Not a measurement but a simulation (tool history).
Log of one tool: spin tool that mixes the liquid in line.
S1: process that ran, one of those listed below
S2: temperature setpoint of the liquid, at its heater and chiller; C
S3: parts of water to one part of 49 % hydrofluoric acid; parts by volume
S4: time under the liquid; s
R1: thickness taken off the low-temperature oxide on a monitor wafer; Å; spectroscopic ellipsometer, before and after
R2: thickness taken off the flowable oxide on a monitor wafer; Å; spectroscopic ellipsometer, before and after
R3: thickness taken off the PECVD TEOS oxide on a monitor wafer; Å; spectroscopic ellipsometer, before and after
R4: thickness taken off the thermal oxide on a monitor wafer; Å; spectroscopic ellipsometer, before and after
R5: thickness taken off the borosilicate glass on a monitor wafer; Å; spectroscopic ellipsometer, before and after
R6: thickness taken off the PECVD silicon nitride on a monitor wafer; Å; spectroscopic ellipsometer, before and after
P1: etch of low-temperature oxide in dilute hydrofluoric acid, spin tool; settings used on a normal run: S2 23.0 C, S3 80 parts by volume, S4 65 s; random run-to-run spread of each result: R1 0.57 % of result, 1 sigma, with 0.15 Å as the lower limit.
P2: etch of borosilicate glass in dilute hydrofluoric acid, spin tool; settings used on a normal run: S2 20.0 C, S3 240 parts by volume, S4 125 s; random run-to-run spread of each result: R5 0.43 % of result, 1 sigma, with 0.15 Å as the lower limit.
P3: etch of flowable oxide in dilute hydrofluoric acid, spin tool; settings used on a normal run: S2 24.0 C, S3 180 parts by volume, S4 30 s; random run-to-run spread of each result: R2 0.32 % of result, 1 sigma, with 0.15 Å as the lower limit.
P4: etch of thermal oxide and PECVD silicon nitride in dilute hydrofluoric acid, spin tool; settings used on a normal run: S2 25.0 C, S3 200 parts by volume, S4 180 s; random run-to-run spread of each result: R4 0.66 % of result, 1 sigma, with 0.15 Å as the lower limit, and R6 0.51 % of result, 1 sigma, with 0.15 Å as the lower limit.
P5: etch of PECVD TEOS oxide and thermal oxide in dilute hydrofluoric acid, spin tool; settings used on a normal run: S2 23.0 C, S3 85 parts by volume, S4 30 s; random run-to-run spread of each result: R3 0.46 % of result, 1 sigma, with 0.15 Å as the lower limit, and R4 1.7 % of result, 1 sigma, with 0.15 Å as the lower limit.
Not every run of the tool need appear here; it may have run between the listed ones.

run 1 day=0.396 | S1=P1 S2=23.0 S3=80 S4=65 | R1=131.930
run 2 day=0.683 | S1=P3 S2=24.0 S3=180 S4=30 | R2=83.40
run 3 day=1.017 | S1=P5 S2=23.0 S3=85 S4=30 | R3=54.199 R4=16.5490
run 4 day=1.338 | S1=P1 S2=23.0 S3=80 S4=100 | R1=203.840
run 5 day=1.708 | S1=P2 S2=20.0 S3=40 S4=125 | R5=1104.400
run 6 day=2.025 | S1=P1 S2=23.0 S3=115 S4=100 | R1=135.320
run 7 day=2.312 | S1=P5 S2=23.0 S3=85 S4=15 | R3=27.070 R4=7.7387
run 8 day=2.583 | S1=P4 S2=25.0 S3=315 S4=180 | R4=21.8860 R6=31.8360
run 9 day=2.900 | S1=P2 S2=20.0 S3=240 S4=45 | R5=53.203
run 10 day=3.158 | S1=P5 S2=18.5 S3=85 S4=30 | R3=44.717 R4=13.0820
run 11 day=3.521 | S1=P1 S2=18.5 S3=80 S4=65 | R1=110.270
run 12 day=3.967 | S1=P1 S2=23.0 S3=80 S4=15 | R1=30.684
run 13 day=4.312 | S1=P4 S2=25.0 S3=200 S4=180 | R4=39.2680 R6=50.3810
run 14 day=4.667 | S1=P1 S2=23.0 S3=25 S4=65 | R1=457.520
run 15 day=5.012 | S1=P2 S2=20.0 S3=240 S4=125 | R5=147.550
run 16 day=5.433 | S1=P1 S2=23.0 S3=140 S4=30 | R1=32.028
run 17 day=5.704 | S1=P1 S2=23.0 S3=80 S4=65 | R1=132.640
run 18 day=6.025 | S1=P2 S2=27.0 S3=240 S4=125 | R5=190.130
run 19 day=6.362 | S1=P4 S2=25.0 S3=200 S4=15 | R4=3.4142 R6=4.1522
run 20 day=6.642 | S1=P1 S2=23.0 S3=80 S4=65 | R1=131.680
run 21 day=6.850 | S1=P3 S2=24.0 S3=30 S4=30 | R2=600.25
run 22 day=7.254 | S1=P5 S2=23.0 S3=30 S4=30 | R3=164.640 R4=47.9200
run 23 day=7.554 | S1=P1 S2=23.0 S3=80 S4=65 | R1=133.120
run 24 day=7.783 | S1=P3 S2=31.5 S3=180 S4=30 | R2=108.90
run 25 day=8.142 | S1=P4 S2=33.0 S3=200 S4=180 | R4=52.0220 R6=80.8740
run 26 day=8.575 | S1=P4 S2=25.0 S3=200 S4=180 | R4=39.6160 R6=49.9330
run 27 day=8.962 | S1=P2 S2=20.0 S3=240 S4=125 | R5=146.310
run 28 day=9.325 | S1=P3 S2=24.0 S3=180 S4=50 | R2=138.57
run 29 day=9.625 | S1=P1 S2=23.0 S3=80 S4=65 | R1=133.000
run 30 day=9.908 | S1=P1 S2=23.0 S3=80 S4=65 | R1=131.190
run 31 day=10.288 | S1=P1 S2=19.0 S3=80 S4=35 | R1=60.823
run 32 day=10.571 | S1=P1 S2=23.0 S3=80 S4=65 | R1=133.450
run 33 day=10.883 | S1=P1 S2=29.0 S3=80 S4=65 | R1=165.860
run 34 day=11.233 | S1=P1 S2=23.0 S3=120 S4=65 | R1=84.421
run 35 day=11.479 | S1=P1 S2=23.0 S3=80 S4=65 | R1=131.770
run 36 day=11.771 | S1=P1 S2=23.0 S3=80 S4=65 | R1=128.900
run 37 day=12.175 | S1=P1 S2=23.0 S3=80 S4=65 | R1=125.380
run 38 day=12.425 | S1=P1 S2=23.0 S3=80 S4=65 | R1=123.580
run 39 day=12.683 | S1=P1 S2=23.0 S3=80 S4=65 | R1=123.220
run 40 day=13.096 | S1=P1 S2=23.0 S3=80 S4=65 | R1=122.000
run 41 day=13.438 | S1=P1 S2=23.0 S3=80 S4=65 | R1=120.280
run 42 day=13.675 | S1=P1 S2=23.0 S3=80 S4=65 | R1=121.950
run 43 day=14.008 | S1=P1 S2=23.0 S3=80 S4=65 | R1=119.760
run 44 day=14.433 | S1=P1 S2=23.0 S3=80 S4=65 | R1=121.050
run 45 day=14.721 | S1=P1 S2=23.0 S3=80 S4=65 | R1=119.300

The output of P1 has drifted from where it used to be. Each of the 2 causes below, taken at the size shown beside it, accounts for the log equally well:
A: hydrofluoric acid flow below the setpoint (%) = 7.92
B: liquid colder than its thermometer reads (K) = 2.23
The creep began at about day 11.479.

Each of the 4 check runs below uses one wafer; its results are left as question marks. Which run tells the causes apart?
run check 1 day=15.008 | S1=P4 S2=30.5 S3=200 S4=180 | R4=? R6=?
run check 2 day=15.008 | S1=P5 S2=23.0 S3=50 S4=15 | R3=? R4=?
run check 3 day=15.008 | S1=P2 S2=20.0 S3=50 S4=55 | R5=?
run check 4 day=15.008 | S1=P3 S2=24.0 S3=40 S4=30 | R2=?

Outcome of each check run for each possible cause:
check=check_1 result=R4 if_A=42.9550 if_B=44.0870
check=check_1 result=R6 if_A=64.5050 if_B=61.3780
check=check_2 result=R3 if_A=43.991 if_B=43.760
check=check_2 result=R4 if_A=13.0290 if_B=12.9610
check=check_3 result=R5 if_A=348.490 if_B=345.750
check=check_4 result=R2 if_A=407.45 if_B=404.93
How far apart the two closest causes lie, in the result that separates them most: check 1 4.97 %; check 2 0.53 %; check 3 0.79 %; check 4 0.62 %
Only in check 1 would the causes give clearly different results; in the remaining checks their results would be nearly the same.

The results of check 1 are: R4 44.1880 Å; R6 61.0890 Å. Based on these, which of the listed causes is it?

It was cause B: liquid colder than its thermometer reads (K).

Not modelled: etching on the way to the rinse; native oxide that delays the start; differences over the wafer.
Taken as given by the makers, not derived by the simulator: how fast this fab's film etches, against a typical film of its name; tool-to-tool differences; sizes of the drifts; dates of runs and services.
